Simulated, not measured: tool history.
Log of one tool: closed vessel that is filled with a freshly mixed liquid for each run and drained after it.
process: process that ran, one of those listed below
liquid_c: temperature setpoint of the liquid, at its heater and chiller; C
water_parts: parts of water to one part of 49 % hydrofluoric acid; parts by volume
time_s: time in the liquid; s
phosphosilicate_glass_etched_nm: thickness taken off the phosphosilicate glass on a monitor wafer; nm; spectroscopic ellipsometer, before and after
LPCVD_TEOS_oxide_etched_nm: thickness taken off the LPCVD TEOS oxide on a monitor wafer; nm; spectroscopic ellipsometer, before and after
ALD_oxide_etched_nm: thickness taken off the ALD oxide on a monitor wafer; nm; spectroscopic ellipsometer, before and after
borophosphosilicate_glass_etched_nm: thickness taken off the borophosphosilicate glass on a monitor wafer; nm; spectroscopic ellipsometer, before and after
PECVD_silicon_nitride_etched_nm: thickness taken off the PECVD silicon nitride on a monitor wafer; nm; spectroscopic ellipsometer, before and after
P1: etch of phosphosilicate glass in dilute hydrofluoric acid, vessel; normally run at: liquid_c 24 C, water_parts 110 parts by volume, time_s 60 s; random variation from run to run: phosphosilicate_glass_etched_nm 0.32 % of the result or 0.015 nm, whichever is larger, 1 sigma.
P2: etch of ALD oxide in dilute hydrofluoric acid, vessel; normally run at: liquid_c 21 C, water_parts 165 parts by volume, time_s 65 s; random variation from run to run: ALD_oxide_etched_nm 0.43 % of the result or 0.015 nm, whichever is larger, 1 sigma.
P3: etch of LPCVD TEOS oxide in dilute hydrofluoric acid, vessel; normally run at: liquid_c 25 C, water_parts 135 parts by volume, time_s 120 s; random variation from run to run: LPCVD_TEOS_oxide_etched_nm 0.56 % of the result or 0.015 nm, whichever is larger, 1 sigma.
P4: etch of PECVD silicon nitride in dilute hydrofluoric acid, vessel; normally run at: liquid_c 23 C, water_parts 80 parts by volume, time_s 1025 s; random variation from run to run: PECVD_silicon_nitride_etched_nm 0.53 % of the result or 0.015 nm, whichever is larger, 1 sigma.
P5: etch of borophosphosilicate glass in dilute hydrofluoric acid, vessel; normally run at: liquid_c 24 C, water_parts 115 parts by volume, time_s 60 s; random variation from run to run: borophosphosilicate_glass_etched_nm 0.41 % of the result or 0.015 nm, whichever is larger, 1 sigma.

run,day,process,liquid_c,water_parts,time_s,phosphosilicate_glass_etched_nm,LPCVD_TEOS_oxide_etched_nm,ALD_oxide_etched_nm,borophosphosilicate_glass_etched_nm,PECVD_silicon_nitride_etched_nm
1,0.217,P1,24,110,60,48.668,,,,
2,0.592,P3,25,135,120,,28.276,,,
3,0.85,P1,32.5,110,60,67.13,,,,
4,1.146,P2,17,165,65,,,4.9837,,
5,1.508,P1,24,65,60,86.568,,,,
6,1.892,P1,18,110,60,38.3,,,,
7,2.246,P3,25,135,235,,54.953,,,
8,2.679,P5,24,40,60,,,,70.421,
9,3.092,P1,24,110,60,48.662,,,,
10,3.471,P2,21,165,110,,,9.9179,,
11,3.721,P5,32.5,115,60,,,,30.85,
12,4.096,P4,23,20,1025,,,,,205.9
13,4.325,P4,23,80,1025,,,,,53.711
14,4.812,P1,24,65,30,43.616,,,,
15,5.225,P1,24,110,60,48.232,,,,
16,5.467,P3,19.5,135,120,,22.559,,,
17,5.788,P1,24,110,60,48.686,,,,
18,6.258,P3,25,135,120,,28.217,,,
19,6.725,P5,24,115,60,,,,22.353,
20,7.067,P3,25,20,120,,219.46,,,
21,7.458,P1,24,110,60,48.569,,,,
22,7.771,P2,21,165,65,,,5.8417,,
23,8.004,P2,21,165,65,,,5.8549,,
24,8.225,P1,24,110,105,85.205,,,,
25,8.692,P1,24,200,60,23.996,,,,
26,9.125,P4,31.5,80,1025,,,,,93.006
27,9.446,P1,24,110,30,24.219,,,,
28,9.908,P5,24,115,30,,,,11.094,
29,10.238,P4,23,80,1860,,,,,98.078
30,10.625,P2,21,75,65,,,14.326,,
31,10.892,P1,20,145,60,30.19,,,,
32,11.142,P1,24,110,60,48.637,,,,
33,11.438,P1,24,110,60,48.757,,,,
34,11.762,P5,24,115,60,,,,22.359,
35,12.112,P1,29.5,110,110,109.47,,,,
36,12.508,P1,24,110,60,48.623,,,,
37,12.892,P1,24,110,60,50.04,,,,
38,13.288,P1,24,110,60,50.281,,,,
39,13.579,P1,24,110,60,51.024,,,,
40,13.808,P1,24,110,60,51.188,,,,
41,14.238,P1,24,110,60,51.371,,,,
42,14.521,P1,24,110,60,51.576,,,,
43,14.996,P1,24,110,60,51.83,,,,
44,15.279,P1,24,110,60,51.762,,,,
45,15.742,P1,24,110,60,51.82,,,,

What P1 gives has crept away from where it was. These 2 causes fit the log equally well, each at the size given:
A: hydrofluoric acid flow above the setpoint (%) = 5.81
B: liquid hotter than its thermometer reads (K) = 1.64
The creep began at about day 12.508.

4 check runs are offered, one wafer each, their results left as question marks. Which one tells the causes apart?
check 1,16.204,P3,20,135,215,,?,,,
check 2,16.204,P4,29.5,80,1590,,,,,?
check 3,16.204,P2,17,165,100,,,?,,
check 4,16.204,P5,28.5,115,30,,,,?,

What each check would give under each cause:
check,result,if A,if B
check 1,LPCVD_TEOS_oxide_etched_nm,44.21,44.254
check 2,PECVD_silicon_nitride_etched_nm,134.67,141.2
check 3,ALD_oxide_etched_nm,8.2147,8.2227
check 4,borophosphosilicate_glass_etched_nm,14.14,14.087
How far apart the two closest causes lie, in the result that separates them most: check 1 0.1 %; check 2 4.74 %; check 3 0.1 %; check 4 0.38 %
Check 2 tells the causes apart: in the others they would give nearly the same result.

Then check 2 was run and gave: PECVD_silicon_nitride_etched_nm 140.92 nm. Which cause is it?

It is B: liquid hotter than its thermometer reads (K).
